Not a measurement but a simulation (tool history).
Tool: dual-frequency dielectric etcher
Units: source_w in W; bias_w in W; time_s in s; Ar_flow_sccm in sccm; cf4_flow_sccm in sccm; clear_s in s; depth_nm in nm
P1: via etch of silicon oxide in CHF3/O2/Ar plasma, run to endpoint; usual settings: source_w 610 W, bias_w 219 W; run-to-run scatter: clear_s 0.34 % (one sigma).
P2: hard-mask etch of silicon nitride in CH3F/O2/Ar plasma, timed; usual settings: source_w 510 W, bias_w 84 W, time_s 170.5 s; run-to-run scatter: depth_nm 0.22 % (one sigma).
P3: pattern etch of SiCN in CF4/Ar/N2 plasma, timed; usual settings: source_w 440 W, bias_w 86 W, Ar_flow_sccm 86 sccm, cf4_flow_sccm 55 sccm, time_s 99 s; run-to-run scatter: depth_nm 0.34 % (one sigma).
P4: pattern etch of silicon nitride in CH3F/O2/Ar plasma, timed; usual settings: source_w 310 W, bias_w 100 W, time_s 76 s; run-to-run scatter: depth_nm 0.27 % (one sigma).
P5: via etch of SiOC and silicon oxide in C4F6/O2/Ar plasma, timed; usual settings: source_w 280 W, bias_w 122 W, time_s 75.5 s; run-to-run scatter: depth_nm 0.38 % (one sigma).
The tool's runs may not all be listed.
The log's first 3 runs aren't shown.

run,hour,process,source_w,bias_w,time_s,Ar_flow_sccm,cf4_flow_sccm,hours since the last wet clean,hours since the last source power generator calibration,hours since the last bias power generator calibration,clear_s,depth_nm
4,46.5,P4,310,100,76,,,167.6,1064.2,1496.6,,56.411
5,52.3,P1,800,219,,,,173.4,1070,1502.4,187.22,
# hour 55.1: wet clean of the chamber
6,58.4,P3,440,86,99,86,77,3.3,1076.1,1508.5,,95.581
7,68.1,P4,310,68,76,,,13,1085.8,1518.2,,49.298
8,79.7,P1,610,219,,,,24.6,1097.4,1529.8,209.59,
9,88.3,P1,610,219,,,,33.2,1106,1538.4,208.19,
10,100.4,P5,280,161,75.5,,,45.3,1118.1,1550.5,,72.495
11,108,P3,440,86,59.5,86,55,52.9,1125.7,1558.1,,54.299
12,117.6,P1,610,219,,,,62.5,1135.3,1567.7,208.74,
13,127.4,P1,610,148,,,,72.3,1145.1,1577.5,238.22,
14,135.5,P3,320,86,99,86,55,80.4,1153.2,1585.6,,69.025
15,142.5,P4,310,100,58.5,,,87.4,1160.2,1592.6,,43.469
16,148.9,P3,440,86,99,50,55,93.8,1166.6,1599,,97.797
17,160.1,P2,510,84,119.5,,,105,1177.8,1610.2,,96.74
18,172.4,P2,510,84,170.5,,,117.3,1190.1,1622.5,,138.03
19,185,P5,280,122,75.5,,,129.9,1202.7,1635.1,,66.315
20,193,P2,510,84,170.5,,,137.9,1210.7,1643.1,,138.19
21,200.8,P2,510,116,170.5,,,145.7,1218.5,1650.9,,154.82
22,208.4,P1,780,155,,,,153.3,1226.1,1658.5,212.58,
23,215.2,P3,440,86,99,86,55,160.1,1232.9,1665.3,,90.497
24,227.6,P1,610,282,,,,172.5,1245.3,1677.7,190.86,
25,235.5,P4,180,100,76,,,180.4,1253.2,1685.6,,46.163
26,244,P1,610,219,,,,188.9,1261.7,1694.1,208.9,

Run 27 comes next. What will it give?
27,252.6,P1,770,262,,,,197.5,1270.3,1702.7,?,

{"run 27": {"clear_s": 179.97}}

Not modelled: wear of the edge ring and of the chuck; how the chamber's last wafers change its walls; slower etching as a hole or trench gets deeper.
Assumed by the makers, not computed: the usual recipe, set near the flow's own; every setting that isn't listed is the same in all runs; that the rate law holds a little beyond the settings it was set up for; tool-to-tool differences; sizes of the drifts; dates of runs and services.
